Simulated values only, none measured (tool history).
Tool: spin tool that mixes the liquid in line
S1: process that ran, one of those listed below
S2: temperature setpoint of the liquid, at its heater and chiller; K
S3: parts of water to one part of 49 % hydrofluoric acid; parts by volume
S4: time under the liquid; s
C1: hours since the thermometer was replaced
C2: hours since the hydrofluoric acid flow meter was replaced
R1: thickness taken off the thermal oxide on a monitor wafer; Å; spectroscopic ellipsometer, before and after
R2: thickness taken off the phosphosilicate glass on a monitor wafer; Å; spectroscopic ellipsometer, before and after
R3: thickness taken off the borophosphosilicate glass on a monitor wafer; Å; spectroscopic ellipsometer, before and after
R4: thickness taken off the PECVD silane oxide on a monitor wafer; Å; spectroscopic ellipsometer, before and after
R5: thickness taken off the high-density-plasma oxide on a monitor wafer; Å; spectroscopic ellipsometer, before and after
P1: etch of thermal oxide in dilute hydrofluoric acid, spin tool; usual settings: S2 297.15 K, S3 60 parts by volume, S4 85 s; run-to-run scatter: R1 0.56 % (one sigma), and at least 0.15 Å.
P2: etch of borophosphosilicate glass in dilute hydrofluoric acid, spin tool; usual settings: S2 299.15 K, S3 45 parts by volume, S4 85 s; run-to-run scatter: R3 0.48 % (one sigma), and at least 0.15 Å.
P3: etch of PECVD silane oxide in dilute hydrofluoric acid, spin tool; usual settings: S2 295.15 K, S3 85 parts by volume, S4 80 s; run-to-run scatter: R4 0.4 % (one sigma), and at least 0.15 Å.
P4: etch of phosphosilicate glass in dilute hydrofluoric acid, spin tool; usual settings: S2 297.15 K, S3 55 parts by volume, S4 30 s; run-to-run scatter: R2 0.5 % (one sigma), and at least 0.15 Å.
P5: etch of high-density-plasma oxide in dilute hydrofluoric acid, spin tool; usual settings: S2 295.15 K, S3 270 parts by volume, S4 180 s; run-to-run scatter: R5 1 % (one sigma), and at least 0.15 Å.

Run 1, hour 3.4: S1 P1, S2 297.15 K, S3 60 parts by volume, S4 85 s; C1 1590.1; C2 415.7. Result: R1 66.587 Å.
Run 2, hour 7.6: S1 P4, S2 300.65 K, S3 55 parts by volume, S4 30 s; C1 1594.3; C2 419.9. Result: R2 915.18 Å.
Run 3, hour 11.3: S1 P4, S2 297.15 K, S3 55 parts by volume, S4 15 s; C1 1598; C2 423.6. Result: R2 393.45 Å.
Run 4, hour 14.8: S1 P2, S2 299.15 K, S3 65 parts by volume, S4 85 s; C1 1601.5; C2 427.1. Result: R3 387.52 Å.
At hour 16.4: hydrofluoric acid flow meter replaced.
Run 5, hour 16.7: S1 P1, S2 297.15 K, S3 105 parts by volume, S4 85 s; C1 1603.4; C2 0.4. Result: R1 35.681 Å.
Run 6, hour 20.3: S1 P1, S2 297.15 K, S3 60 parts by volume, S4 135 s; C1 1607; C2 4. Result: R1 106.04 Å.
At hour 21.1: thermometer replaced.
Run 7, hour 23.2: S1 P3, S2 295.15 K, S3 85 parts by volume, S4 130 s; C1 2.2; C2 6.9. Result: R4 545.51 Å.
Run 8, hour 26.2: S1 P1, S2 291.15 K, S3 60 parts by volume, S4 85 s; C1 5.2; C2 9.9. Result: R1 51.471 Å.
Run 9, hour 29.3: S1 P4, S2 297.15 K, S3 55 parts by volume, S4 30 s; C1 8.3; C2 13. Result: R2 776.74 Å.
Run 10, hour 32.6: S1 P3, S2 295.15 K, S3 135 parts by volume, S4 80 s; C1 11.6; C2 16.3. Result: R4 200.2 Å.
Run 11, hour 35.2: S1 P3, S2 295.15 K, S3 85 parts by volume, S4 80 s; C1 14.2; C2 18.9. Result: R4 339.97 Å.
Run 12, hour 38.7: S1 P2, S2 302.65 K, S3 45 parts by volume, S4 85 s; C1 17.7; C2 22.4. Result: R3 663.13 Å.
Run 13, hour 40.6: S1 P5, S2 302.65 K, S3 270 parts by volume, S4 180 s; C1 19.6; C2 24.3. Result: R5 33.762 Å.
Run 14, hour 43: S1 P2, S2 299.15 K, S3 45 parts by volume, S4 85 s; C1 22; C2 26.7. Result: R3 575.29 Å.
Run 15, hour 46.2: S1 P2, S2 299.15 K, S3 45 parts by volume, S4 130 s; C1 25.2; C2 29.9. Result: R3 879.97 Å.
Run 16, hour 49.7: S1 P1, S2 297.15 K, S3 60 parts by volume, S4 85 s; C1 28.7; C2 33.4. Result: R1 66.366 Å.
Run 17, hour 53.5: S1 P1, S2 297.15 K, S3 60 parts by volume, S4 25 s; C1 32.5; C2 37.2. Result: R1 19.812 Å.
Run 18, hour 56.2: S1 P1, S2 304.15 K, S3 25 parts by volume, S4 85 s; C1 35.2; C2 39.9. Result: R1 224.99 Å.
Run 19, hour 58.2: S1 P5, S2 295.15 K, S3 425 parts by volume, S4 180 s; C1 37.2; C2 41.9. Result: R5 14.889 Å.
Run 20, hour 61.6: S1 P1, S2 290.15 K, S3 20 parts by volume, S4 85 s; C1 40.6; C2 45.3. Result: R1 155.51 Å.
Run 21, hour 65.2: S1 P5, S2 295.15 K, S3 270 parts by volume, S4 180 s; C1 44.2; C2 48.9. Result: R5 26.597 Å.
Run 22, hour 68.2: S1 P1, S2 297.15 K, S3 20 parts by volume, S4 20 s; C1 47.2; C2 51.9. Result: R1 50.266 Å.
Run 23, hour 71: S1 P1, S2 297.15 K, S3 60 parts by volume, S4 85 s; C1 50; C2 54.7. Result: R1 67.508 Å.
Run 24, hour 72.9: S1 P1, S2 297.15 K, S3 60 parts by volume, S4 85 s; C1 51.9; C2 56.6. Result: R1 66.983 Å.
Run 25, hour 77.2: S1 P4, S2 297.15 K, S3 100 parts by volume, S4 30 s; C1 56.2; C2 60.9. Result: R2 410.2 Å.
Run 26, hour 79.6: S1 P1, S2 297.15 K, S3 35 parts by volume, S4 85 s; C1 58.6; C2 63.3. Result: R1 118.64 Å.
Run 27, hour 82.4: S1 P3, S2 290.15 K, S3 85 parts by volume, S4 80 s; C1 61.4; C2 66.1. Result: R4 272.91 Å.
Run 28, hour 86.2: S1 P2, S2 299.15 K, S3 45 parts by volume, S4 85 s; C1 65.2; C2 69.9. Result: R3 580.31 Å.
Run 29, hour 88.8: S1 P5, S2 295.15 K, S3 270 parts by volume, S4 360 s; C1 67.8; C2 72.5. Result: R5 52.596 Å.
Run 30, hour 93.1: S1 P1, S2 297.15 K, S3 60 parts by volume, S4 85 s; C1 72.1; C2 76.8. Result: R1 66.67 Å.
Run 31, hour 95.1: S1 P1, S2 301.65 K, S3 60 parts by volume, S4 85 s; C1 74.1; C2 78.8. Result: R1 79.529 Å.
Run 32, hour 98.7: S1 P1, S2 297.15 K, S3 60 parts by volume, S4 85 s; C1 77.7; C2 82.4. Result: R1 67.038 Å.
Run 33, hour 102.7: S1 P1, S2 297.15 K, S3 60 parts by volume, S4 85 s; C1 81.7; C2 86.4. Result: R1 64.164 Å.
Run 34, hour 106.5: S1 P1, S2 297.15 K, S3 60 parts by volume, S4 85 s; C1 85.5; C2 90.2. Result: R1 63.716 Å.
Run 35, hour 109.8: S1 P1, S2 297.15 K, S3 60 parts by volume, S4 85 s; C1 88.8; C2 93.5. Result: R1 62.507 Å.
Run 36, hour 112.6: S1 P1, S2 297.15 K, S3 60 parts by volume, S4 85 s; C1 91.6; C2 96.3. Result: R1 61.487 Å.
Run 37, hour 116.6: S1 P1, S2 297.15 K, S3 60 parts by volume, S4 85 s; C1 95.6; C2 100.3. Result: R1 60.707 Å.
Run 38, hour 120.3: S1 P1, S2 297.15 K, S3 60 parts by volume, S4 85 s; C1 99.3; C2 104. Result: R1 60.86 Å.
Run 39, hour 124.2: S1 P1, S2 297.15 K, S3 60 parts by volume, S4 85 s; C1 103.2; C2 107.9. Result: R1 61.352 Å.
Run 40, hour 128.5: S1 P1, S2 297.15 K, S3 60 parts by volume, S4 85 s; C1 107.5; C2 112.2. Result: R1 60.337 Å.
Run 41, hour 132.4: S1 P1, S2 297.15 K, S3 60 parts by volume, S4 85 s; C1 111.4; C2 116.1. Result: R1 60.349 Å.
Run 42, hour 136.5: S1 P1, S2 297.15 K, S3 60 parts by volume, S4 85 s; C1 115.5; C2 120.2. Result: R1 60.284 Å.
Run 43, hour 139.9: S1 P1, S2 297.15 K, S3 60 parts by volume, S4 85 s; C1 118.9; C2 123.6. Result: R1 60.855 Å.

What P1 gives has crept away from where it was. These 2 causes fit the log equally well, each at the size given:
A: hydrofluoric acid flow below the setpoint (%) = 8.46
B: liquid colder than its thermometer reads (K) = 2.32
The creep began at about hour 98.7.

4 check runs are offered, each on 5 wafers whose results are averaged, their results left as question marks. Which one tells the causes apart?
Run check 1, hour 143.3: S1 P5, S2 302.65 K, S3 270 parts by volume, S4 260 s. Result: R5 ?.
Run check 2, hour 143.3: S1 P3, S2 290.15 K, S3 85 parts by volume, S4 115 s. Result: R4 ?.
Run check 3, hour 143.3: S1 P2, S2 299.15 K, S3 45 parts by volume, S4 130 s. Result: R3 ?.
Run check 4, hour 143.3: S1 P4, S2 297.15 K, S3 80 parts by volume, S4 30 s. Result: R2 ?.

What each check would give under each cause:
  check  result    if A    if B
check 1      R5  44.022  45.737
check 2      R4  357.95  356.88
check 3      R3  802.75  801.95
check 4      R2  474.44  476.08
How far apart the two closest causes lie, in the result that separates them most: check 1 3.82 %; check 2 0.3 %; check 3 0.1 %; check 4 0.34 %
Only check 1 tells the causes apart: in the others they would give nearly the same result.

Check 1 was then run and gave: R5 44.077 Å. Which cause is it?

It is A: hydrofluoric acid flow below the setpoint (%).
